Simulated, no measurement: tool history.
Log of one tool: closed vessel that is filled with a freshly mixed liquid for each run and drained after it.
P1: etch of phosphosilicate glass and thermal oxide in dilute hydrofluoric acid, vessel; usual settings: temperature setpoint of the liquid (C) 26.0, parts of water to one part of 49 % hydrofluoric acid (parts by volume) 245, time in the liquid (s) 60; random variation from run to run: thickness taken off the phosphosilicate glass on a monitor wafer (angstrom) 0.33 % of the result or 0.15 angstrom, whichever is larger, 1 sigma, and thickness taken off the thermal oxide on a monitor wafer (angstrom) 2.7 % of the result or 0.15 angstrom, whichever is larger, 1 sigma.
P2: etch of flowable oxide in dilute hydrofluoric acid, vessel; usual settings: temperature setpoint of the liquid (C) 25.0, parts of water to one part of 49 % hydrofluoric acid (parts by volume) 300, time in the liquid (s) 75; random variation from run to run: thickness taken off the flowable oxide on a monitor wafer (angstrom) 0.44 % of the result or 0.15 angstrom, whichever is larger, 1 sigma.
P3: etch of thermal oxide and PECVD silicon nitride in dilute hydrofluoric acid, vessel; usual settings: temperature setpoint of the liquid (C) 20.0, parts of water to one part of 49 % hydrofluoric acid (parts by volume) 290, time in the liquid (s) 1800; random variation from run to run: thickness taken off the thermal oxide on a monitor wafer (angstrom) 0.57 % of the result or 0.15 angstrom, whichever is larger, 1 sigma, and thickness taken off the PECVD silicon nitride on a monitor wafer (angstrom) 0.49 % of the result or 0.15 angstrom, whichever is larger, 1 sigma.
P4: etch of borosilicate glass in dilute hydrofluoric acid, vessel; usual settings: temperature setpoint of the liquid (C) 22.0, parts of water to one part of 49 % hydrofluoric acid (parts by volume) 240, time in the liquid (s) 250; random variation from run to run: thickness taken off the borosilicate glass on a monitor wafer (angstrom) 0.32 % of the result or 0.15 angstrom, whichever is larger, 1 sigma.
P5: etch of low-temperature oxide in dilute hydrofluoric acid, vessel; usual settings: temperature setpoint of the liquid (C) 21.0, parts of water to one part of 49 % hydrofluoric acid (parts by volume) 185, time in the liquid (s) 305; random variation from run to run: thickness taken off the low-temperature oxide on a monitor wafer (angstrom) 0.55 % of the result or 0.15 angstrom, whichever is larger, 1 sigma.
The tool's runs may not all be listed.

run     day  process that ran  temperature setpoint of the liquid (C)  parts of water to one part of 49 % hydrofluoric acid (parts by volume)  time in the liquid (s)  hours since the thermometer was replaced  hours since the hydrofluoric acid flow meter was replaced  thickness taken off the phosphosilicate glass on a monitor wafer (angstrom)  thickness taken off the thermal oxide on a monitor wafer (angstrom)  thickness taken off the borosilicate glass on a monitor wafer (angstrom)  thickness taken off the flowable oxide on a monitor wafer (angstrom)  thickness taken off the PECVD silicon nitride on a monitor wafer (angstrom)  thickness taken off the low-temperature oxide on a monitor wafer (angstrom)
  1   0.408                P1                                    26.0                                                                     245                      60                                     368.1                                                      662.2                                                                      225.560                                                               9.9509
  2   0.938                P1                                    26.0                                                                     245                      30                                     380.8                                                      674.9                                                                      112.670                                                               5.1236
  3   1.542                P1                                    26.0                                                                     245                      60                                     395.3                                                      689.4                                                                      224.280                                                              10.4020
  4   2.025                P4                                    22.0                                                                     360                     250                                     406.9                                                      701.0                                                                                                                                                                                                                      121.87
  5   2.396                P2                                    25.0                                                                     525                      75                                     415.8                                                      709.9                                                                                                                                                                                                                                                                                            44.536
  6   2.783                P1                                    26.0                                                                     355                      60                                     425.1                                                      719.2                                                                      139.180                                                               6.0413
  7   3.254                P1                                    19.0                                                                     415                      60                                     436.4                                                      730.5                                                                       89.293                                                               4.3318
  8   3.704                P2                                    25.0                                                                     300                      75                                     447.2                                                      741.3                                                                                                                                                                                                                                                                                            95.887
  9   4.054                P1                                    26.0                                                                      85                      60                                     455.6                                                      749.7                                                                      785.170                                                              36.0190
 10   4.650                P4                                    30.0                                                                     240                     250                                     469.9                                                      764.0                                                                                                                                                                                                                      269.47
 11   5.133                P4                                    22.0                                                                     240                     250                                     481.5                                                      775.6                                                                                                                                                                                                                      204.03
 12   5.738                P3                                    20.0                                                                     290                      65                                     496.0                                                      790.1                                                                                                                                            7.1098                                                                                                                                                                                                                       5.6236
 13   6.062                P4                                    22.0                                                                     240                     410                                     503.8                                                      797.9                                                                                                                                                                                                                      333.86
 14   6.608                P2                                    25.0                                                                     300                      30                                     516.9                                                      811.0                                                                                                                                                                                                                                                                                            38.454
 15   6.988                P5                                    21.0                                                                      70                     305                                     526.0                                                      820.1                                                                                                                                                                                                                                                                                                                                                                                                                                                      565.11
 16   7.329                P2                                    25.0                                                                     300                      75                                     534.2                                                      828.3                                                                                                                                                                                                                                                                                            95.816
 17   7.946                P3                                    28.5                                                                     290                    1800                                     549.0                                                      843.1                                                                                                                                          267.3500                                                                                                                                                                                                                     257.1500
 18   8.546                P1                                    21.5                                                                     245                      60                                     563.4                                                      857.5                                                                      190.510                                                               8.8927
 19   8.892                P5                                    26.0                                                                     185                     305                                     571.7                                                      865.8                                                                                                                                                                                                                                                                                                                                                                                                                                                      228.55
 20   9.458                P5                                    21.0                                                                     185                     610                                     585.3                                                      879.4                                                                                                                                                                                                                                                                                                                                                                                                                                                      382.27
 21   9.833                P1                                    26.0                                                                     245                      60                                     594.3                                                      888.4                                                                      224.940                                                              10.2430
 22  10.267                P5                                    21.0                                                                     185                     305                                     604.7                                                      898.8                                                                                                                                                                                                                                                                                                                                                                                                                                                      189.97

Forecast run 23:
 23  10.758                P1                                    26.0                                                                     245                      60                                     616.5                                                      910.6                                                                            ?                                                                    ?

Run 23 gave thickness taken off the phosphosilicate glass on a monitor wafer (angstrom) 224.940, thickness taken off the thermal oxide on a monitor wafer (angstrom) 9.9239.

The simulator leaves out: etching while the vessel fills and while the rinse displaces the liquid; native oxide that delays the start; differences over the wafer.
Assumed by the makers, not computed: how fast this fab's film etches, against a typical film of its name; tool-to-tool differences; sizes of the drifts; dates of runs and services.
